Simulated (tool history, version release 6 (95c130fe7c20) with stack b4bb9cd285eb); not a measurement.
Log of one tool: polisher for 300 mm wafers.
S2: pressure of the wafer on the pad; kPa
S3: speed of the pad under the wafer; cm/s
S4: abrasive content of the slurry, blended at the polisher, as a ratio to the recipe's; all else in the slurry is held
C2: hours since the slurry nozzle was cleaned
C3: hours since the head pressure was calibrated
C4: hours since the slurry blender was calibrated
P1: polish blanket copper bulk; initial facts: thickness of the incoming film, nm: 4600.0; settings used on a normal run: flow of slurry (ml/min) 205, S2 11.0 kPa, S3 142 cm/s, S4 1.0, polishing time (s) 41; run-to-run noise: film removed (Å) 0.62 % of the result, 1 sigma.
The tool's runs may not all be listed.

Run 1, hour 8.6: flow of slurry (ml/min) 205, S2 11.0 kPa, S3 142 cm/s, S4 1.0, polishing time (s) 41; wafers polished on this pad 388; C2 355.3; C3 300.0; C4 53.4. Result: film removed (Å) 2953.40.
Run 2, hour 16.6: flow of slurry (ml/min) 205, S2 11.0 kPa, S3 142 cm/s, S4 1.0, polishing time (s) 41; wafers polished on this pad 460; C2 363.3; C3 308.0; C4 61.4. Result: film removed (Å) 2954.60.
Run 3, hour 26.1: flow of slurry (ml/min) 315, S2 8.3 kPa, S3 142 cm/s, S4 1.0, polishing time (s) 41; wafers polished on this pad 545; C2 372.8; C3 317.5; C4 70.9. Result: film removed (Å) 2310.00.
Run 4, hour 30.4: flow of slurry (ml/min) 205, S2 11.0 kPa, S3 224 cm/s, S4 1.0, polishing time (s) 41; wafers polished on this pad 584; C2 377.1; C3 321.8; C4 75.2. Result: film removed (Å) 4642.70.
Run 5, hour 36.4: flow of slurry (ml/min) 205, S2 11.0 kPa, S3 142 cm/s, S4 1.0, polishing time (s) 41; wafers polished on this pad 638; C2 383.1; C3 327.8; C4 81.2. Result: film removed (Å) 2936.20.
Run 6, hour 42.6: flow of slurry (ml/min) 205, S2 11.0 kPa, S3 142 cm/s, S4 1.0, polishing time (s) 41; wafers polished on this pad 694; C2 389.3; C3 334.0; C4 87.4. Result: film removed (Å) 2921.50.
Run 7, hour 49.3: flow of slurry (ml/min) 205, S2 4.8 kPa, S3 142 cm/s, S4 1.0, polishing time (s) 19; wafers polished on this pad 754; C2 396.0; C3 340.7; C4 94.1. Result: film removed (Å) 594.08.
Run 8, hour 57.9: flow of slurry (ml/min) 205, S2 11.0 kPa, S3 142 cm/s, S4 1.0, polishing time (s) 41; wafers polished on this pad 831; C2 404.6; C3 349.3; C4 102.7. Result: film removed (Å) 2912.10.
Run 9, hour 66.5: flow of slurry (ml/min) 205, S2 11.0 kPa, S3 142 cm/s, S4 0.5, polishing time (s) 41; wafers polished on this pad 909; C2 413.2; C3 357.9; C4 111.3. Result: film removed (Å) 2542.10.
Run 10, hour 73.2: flow of slurry (ml/min) 205, S2 11.0 kPa, S3 142 cm/s, S4 1.3, polishing time (s) 41; wafers polished on this pad 969; C2 419.9; C3 364.6; C4 118.0. Result: film removed (Å) 3099.80.
Run 11, hour 82.6: flow of slurry (ml/min) 285, S2 11.0 kPa, S3 142 cm/s, S4 1.0, polishing time (s) 41; wafers polished on this pad 1054; C2 429.3; C3 374.0; C4 127.4. Result: film removed (Å) 3055.50.
Run 12, hour 90.6: flow of slurry (ml/min) 205, S2 11.0 kPa, S3 142 cm/s, S4 1.0, polishing time (s) 41; wafers polished on this pad 1126; C2 437.3; C3 382.0; C4 135.4. Result: film removed (Å) 2948.00.
Run 13, hour 97.1: flow of slurry (ml/min) 205, S2 11.0 kPa, S3 142 cm/s, S4 1.0, polishing time (s) 41; wafers polished on this pad 1184; C2 443.8; C3 388.5; C4 141.9. Result: film removed (Å) 2941.40.
Run 14, hour 106.4: flow of slurry (ml/min) 205, S2 11.0 kPa, S3 142 cm/s, S4 1.0, polishing time (s) 21; wafers polished on this pad 1268; C2 453.1; C3 397.8; C4 151.2. Result: film removed (Å) 1492.90.
Run 15, hour 115.2: flow of slurry (ml/min) 205, S2 11.0 kPa, S3 64 cm/s, S4 1.0, polishing time (s) 41; wafers polished on this pad 1347; C2 461.9; C3 406.6; C4 160.0. Result: film removed (Å) 1332.90.
Run 16, hour 121.9: flow of slurry (ml/min) 205, S2 4.8 kPa, S3 142 cm/s, S4 1.0, polishing time (s) 41; wafers polished on this pad 1407; C2 468.6; C3 413.3; C4 166.7. Result: film removed (Å) 1299.80.
Run 17, hour 128.5: flow of slurry (ml/min) 155, S2 15.9 kPa, S3 142 cm/s, S4 1.0, polishing time (s) 41; wafers polished on this pad 1467; C2 475.2; C3 419.9; C4 173.3. Result: film removed (Å) 4061.30.
Run 18, hour 135.2: flow of slurry (ml/min) 125, S2 11.0 kPa, S3 142 cm/s, S4 1.0, polishing time (s) 41; wafers polished on this pad 1527; C2 481.9; C3 426.6; C4 180.0. Result: film removed (Å) 2706.40.

Expected results for the next run?
Run 19, hour 143.7: flow of slurry (ml/min) 205, S2 11.0 kPa, S3 142 cm/s, S4 1.0, polishing time (s) 61; wafers polished on this pad 1604; C2 490.4; C3 435.1; C4 188.5. Result: film removed (Å) ?.

Run 19 produced film removed (Å) 4410.60.

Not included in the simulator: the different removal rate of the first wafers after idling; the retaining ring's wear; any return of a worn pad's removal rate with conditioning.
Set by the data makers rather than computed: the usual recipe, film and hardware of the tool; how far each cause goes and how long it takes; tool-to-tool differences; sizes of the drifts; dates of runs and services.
